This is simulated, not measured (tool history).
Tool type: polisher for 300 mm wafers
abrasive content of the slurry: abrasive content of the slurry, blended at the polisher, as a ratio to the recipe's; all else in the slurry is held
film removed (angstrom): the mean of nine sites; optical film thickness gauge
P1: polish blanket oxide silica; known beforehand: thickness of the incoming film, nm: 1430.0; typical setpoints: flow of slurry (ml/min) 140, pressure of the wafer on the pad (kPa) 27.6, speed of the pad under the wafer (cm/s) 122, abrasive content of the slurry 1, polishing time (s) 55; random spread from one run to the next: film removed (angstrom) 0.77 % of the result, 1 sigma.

run,hour,flow of slurry (ml/min),pressure of the wafer on the pad (kPa),speed of the pad under the wafer (cm/s),abrasive content of the slurry,polishing time (s),film removed (angstrom)
1,8.8,140,27.6,122,1,55,1875.1
2,18.9,205,27.6,122,1,55,1979.5
3,26.6,85,27.6,122,1,55,1652.1
4,33.4,140,27.6,122,0.6,55,1432.1
5,38.4,140,41.4,122,1,55,2764.6
# hour 45.2: slurry nozzle cleaned
6,47.2,140,27.6,122,1,55,1851.7
7,53.3,140,27.6,122,1.35,25,962.34
8,59.1,140,18.6,122,1.45,55,1458.5
9,68,140,27.6,190,1,55,2630.8
10,78.6,140,27.6,122,1,55,1866.8
11,83.8,140,27.6,88,1,55,1421.1
12,89.5,140,27.6,122,1.45,55,2165.8
13,94.6,140,27.6,122,1,74,2510.3
14,105.3,140,20.7,122,1,29,732.44
15,111.8,140,18.6,122,1,55,1240
16,117,140,27.6,122,1,55,1860.5
17,127.2,140,27.6,122,1,34,1140.6
18,132,140,27.6,122,1,55,1871.5
19,139.9,140,27.6,122,1,55,1785.3
20,149.4,140,27.6,122,1,55,1773.4
21,157.4,140,27.6,122,1,55,1743
22,163.4,140,27.6,122,1,55,1721.1
# hour 168: slurry blender recalibrated
23,171.4,140,27.6,122,1,55,1717.6
# hour 172: conditioning disc replaced and pad reconditioned
24,179.3,140,27.6,122,1,55,1669.4
25,188.6,140,27.6,122,1,55,1689.2
# hour 193.4: head pressure recalibrated
26,195.4,140,27.6,122,1,55,1663.1

The next listed run, before its measurement:
27,202.1,140,27.6,122,1,55,?

Run 27 produced film removed (angstrom) 1673.1.
